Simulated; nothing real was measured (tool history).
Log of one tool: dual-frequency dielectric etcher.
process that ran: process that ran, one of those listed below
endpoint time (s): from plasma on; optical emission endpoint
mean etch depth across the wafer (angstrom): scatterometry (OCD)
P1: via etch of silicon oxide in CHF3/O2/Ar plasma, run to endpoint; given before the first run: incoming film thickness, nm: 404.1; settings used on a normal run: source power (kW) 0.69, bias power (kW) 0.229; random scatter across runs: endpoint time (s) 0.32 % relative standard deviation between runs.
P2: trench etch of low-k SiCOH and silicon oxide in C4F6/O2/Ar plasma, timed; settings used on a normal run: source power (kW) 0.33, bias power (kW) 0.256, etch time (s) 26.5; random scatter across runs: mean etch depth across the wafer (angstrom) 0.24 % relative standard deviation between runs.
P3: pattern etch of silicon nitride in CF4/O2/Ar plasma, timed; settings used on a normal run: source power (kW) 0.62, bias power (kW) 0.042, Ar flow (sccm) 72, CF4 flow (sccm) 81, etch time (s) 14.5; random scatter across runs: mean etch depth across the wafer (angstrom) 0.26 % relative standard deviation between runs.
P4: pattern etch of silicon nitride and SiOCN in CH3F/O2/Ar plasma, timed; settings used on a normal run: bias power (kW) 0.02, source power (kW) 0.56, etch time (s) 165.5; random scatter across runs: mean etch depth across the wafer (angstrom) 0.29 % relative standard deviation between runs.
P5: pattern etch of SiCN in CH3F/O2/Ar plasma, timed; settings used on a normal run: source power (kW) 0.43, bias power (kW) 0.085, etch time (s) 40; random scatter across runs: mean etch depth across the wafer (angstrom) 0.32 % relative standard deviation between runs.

run,hour,process that ran,source power (kW),bias power (kW),etch time (s),Ar flow (sccm),CF4 flow (sccm),hours since the last wet clean,hours since the last source power generator calibration,hours since the last bias power generator calibration,endpoint time (s),mean etch depth across the wafer (angstrom)
1,7.4,P1,0.69,0.229,,,,96.2,2025.3,667.3,182.28,
2,19.3,P5,0.28,0.085,40,,,108.1,2037.2,679.2,,141.82
3,35.1,P5,0.43,0.085,57.5,,,123.9,2053,695,,240.52
4,44.6,P2,0.26,0.256,26.5,,,133.4,2062.5,704.5,,804.19
5,54.8,P1,0.69,0.185,,,,143.6,2072.7,714.7,196.4,
6,65.1,P4,0.56,0.02,165.5,,,153.9,2083,725,,243.18
7,74.5,P1,0.69,0.319,,,,163.3,2092.4,734.4,162.42,
8,87.9,P2,0.33,0.256,26.5,,,176.7,2105.8,747.8,,881.5
9,97.3,P4,0.75,0.02,165.5,,,186.1,2115.2,757.2,,268.23
10,105.2,P1,0.69,0.229,,,,194,2123.1,765.1,182.2,
11,118.3,P3,0.62,0.03,14.5,72,81,207.1,2136.2,778.2,,282.29
12,133.1,P3,0.62,0.042,14.5,100,81,221.9,2151,793,,303.94
13,144.4,P1,0.49,0.176,,,,233.2,2162.3,804.3,227.86,
14,159.6,P5,0.43,0.085,40,,,248.4,2177.5,819.5,,166.75
15,174,P5,0.43,0.103,40,,,262.8,2191.9,833.9,,179.49
16,182.6,P4,0.56,0.02,247,,,271.4,2200.5,842.5,,363.96
17,197.8,P2,0.33,0.192,26.5,,,286.6,2215.7,857.7,,799.69
18,210.2,P3,0.62,0.042,21.5,72,81,299,2228.1,870.1,,469.37
19,217.3,P1,0.69,0.229,,,,306.1,2235.2,877.2,182.35,
20,226.8,P1,0.69,0.229,,,,315.6,2244.7,886.7,182.65,
21,235.4,P5,0.43,0.085,40,,,324.2,2253.3,895.3,,167.56
22,246,P2,0.33,0.256,17,,,334.8,2263.9,905.9,,565.81
23,258.4,P1,0.95,0.32,,,,347.2,2276.3,918.3,144.15,
24,274.1,P3,0.62,0.042,14.5,72,66,362.9,2292,934,,307.91
25,289.2,P4,0.56,0.014,165.5,,,378,2307.1,949.1,,209.6
26,296.8,P1,0.91,0.229,,,,385.6,2314.7,956.7,165.01,
27,311.6,P3,0.62,0.042,14.5,72,81,400.4,2329.5,971.5,,316.42
28,325.2,P1,0.54,0.229,,,,414,2343.1,985.1,200.56,
29,334.5,P3,0.81,0.042,14.5,72,81,423.3,2352.4,994.4,,399.38
30,345.9,P1,0.69,0.229,,,,434.7,2363.8,1005.8,182.91,
31,361.1,P1,0.69,0.229,,,,449.9,2379,1021,183.2,
32,374.3,P1,0.69,0.229,,,,463.1,2392.2,1034.2,184.14,
33,388,P1,0.69,0.229,,,,476.8,2405.9,1047.9,183.63,
34,402.7,P1,0.69,0.229,,,,491.5,2420.6,1062.6,184.55,
# hour 407.3: wet clean of the chamber
35,413.6,P1,0.69,0.229,,,,6.4,2431.5,1073.5,185.02,
36,427.5,P1,0.69,0.229,,,,20.3,2445.4,1087.4,186.21,
37,435.4,P1,0.69,0.229,,,,28.2,2453.3,1095.3,185.52,
38,448.3,P1,0.69,0.229,,,,41.1,2466.2,1108.2,185.28,
39,457.2,P1,0.69,0.229,,,,50,2475.1,1117.1,185.73,
40,473,P1,0.69,0.229,,,,65.8,2490.9,1132.9,185.94,
41,487.7,P1,0.69,0.229,,,,80.5,2505.6,1147.6,184.8,

The output of P1 has drifted from where it used to be. Each of the 2 causes below, taken at the size shown beside it, accounts for the log equally well:
A: source power that arrives under what is set, % = 4.18
B: bias power that arrives under what is set, % = 4.54
The onset of the drift is placed at about hour 345.9.
Every other cause this tool's parts could produce, and why it does not fit the log:
chamber walls in a state that lowers the etch rate, %: serviced after onset, at hour 407.3, with no recovery of the prior output

Consider the 4 single-wafer check runs listed below, results given as question marks: which one distinguishes between the causes by giving clearly different results for each?
check 1,502.4,P4,0.56,0.015,165.5,,,,,,,?
check 2,502.4,P2,0.33,0.219,26.5,,,,,,,?
check 3,502.4,P3,0.8,0.042,21,72,81,,,,,?
check 4,502.4,P5,0.32,0.085,40,,,,,,,?

If the cause were each of the candidates in turn, the checks would give the following:
check,result,if A,if B
check 1,mean etch depth across the wafer (angstrom),212.99,212.46
check 2,mean etch depth across the wafer (angstrom),824.01,824.79
check 3,mean etch depth across the wafer (angstrom),552.07,564.3
check 4,mean etch depth across the wafer (angstrom),147.26,147.06
Minimum pairwise separation of causes per check, each pair taken at its best-separating result: check 1 0.25 %; check 2 0.09 %; check 3 2.19 %; check 4 0.14 %
Of the check runs offered, only check 3 discriminates between the causes; the rest would read about the same regardless of which cause applies.

Check 3 has now been run. It gave: mean etch depth across the wafer (angstrom) 551.23. Which of the candidate causes is it?

It is A: source power that arrives under what is set, %.
